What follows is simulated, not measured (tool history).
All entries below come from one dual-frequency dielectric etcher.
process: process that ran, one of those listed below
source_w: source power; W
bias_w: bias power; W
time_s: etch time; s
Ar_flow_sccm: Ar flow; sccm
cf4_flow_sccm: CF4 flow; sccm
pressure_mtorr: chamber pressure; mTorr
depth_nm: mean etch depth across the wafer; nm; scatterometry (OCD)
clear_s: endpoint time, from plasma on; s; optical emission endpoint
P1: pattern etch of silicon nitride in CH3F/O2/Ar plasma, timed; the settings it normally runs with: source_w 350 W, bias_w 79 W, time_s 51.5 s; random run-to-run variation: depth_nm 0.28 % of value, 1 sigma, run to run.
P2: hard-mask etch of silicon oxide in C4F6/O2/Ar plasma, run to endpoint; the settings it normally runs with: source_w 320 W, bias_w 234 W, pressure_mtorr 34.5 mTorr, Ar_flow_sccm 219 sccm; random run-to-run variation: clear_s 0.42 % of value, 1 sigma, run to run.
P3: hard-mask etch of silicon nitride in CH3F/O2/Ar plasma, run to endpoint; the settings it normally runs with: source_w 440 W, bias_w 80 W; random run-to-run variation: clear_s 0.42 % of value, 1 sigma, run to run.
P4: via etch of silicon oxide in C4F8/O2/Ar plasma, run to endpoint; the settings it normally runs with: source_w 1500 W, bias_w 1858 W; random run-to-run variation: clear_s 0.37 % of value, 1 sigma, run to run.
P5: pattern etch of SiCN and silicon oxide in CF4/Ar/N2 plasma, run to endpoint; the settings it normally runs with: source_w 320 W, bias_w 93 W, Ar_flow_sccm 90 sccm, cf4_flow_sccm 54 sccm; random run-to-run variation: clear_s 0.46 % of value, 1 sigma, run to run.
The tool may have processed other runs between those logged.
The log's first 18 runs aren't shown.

run   hour  process  source_w  bias_w  time_s  Ar_flow_sccm  cf4_flow_sccm  pressure_mtorr  hours since the last wet clean  hours since the last source power generator calibration  hours since the last bias power generator calibration  depth_nm  clear_s
 19  115.2       P4       960    1858                                                                                245.5                                                   2365.4                                                   51.7             324.43
 20  123.1       P5       320      93                    57             54                                           253.4                                                   2373.3                                                   59.6              13.55
 21  127.6       P5       320      93                    90             54                                           257.9                                                   2377.8                                                   64.1             14.361
 22  134.2       P5       200      93                    90             54                                           264.5                                                   2384.4                                                   70.7             21.769
 23  142.6       P1       350      61    51.5                                                                        272.9                                                   2392.8                                                   79.1    33.195
 24  147.4       P1       350      79    51.5                                                                        277.7                                                   2397.6                                                   83.9    36.035
 25  153.1       P1       500      79    51.5                                                                        283.4                                                   2403.3                                                   89.6    40.966
 26  160.6       P2       320     234                   273                           34.5                           290.9                                                   2410.8                                                   97.1             62.965
 27  167.7       P3       440      50                                                                                  298                                                   2417.9                                                  104.2             76.449

Run 28 is up next; what results do you expect?
 28  174.6       P1       350      79    51.5                                                                        304.9                                                   2424.8                                                  111.1         ?

Run 28 produced depth_nm 36.067 nm.

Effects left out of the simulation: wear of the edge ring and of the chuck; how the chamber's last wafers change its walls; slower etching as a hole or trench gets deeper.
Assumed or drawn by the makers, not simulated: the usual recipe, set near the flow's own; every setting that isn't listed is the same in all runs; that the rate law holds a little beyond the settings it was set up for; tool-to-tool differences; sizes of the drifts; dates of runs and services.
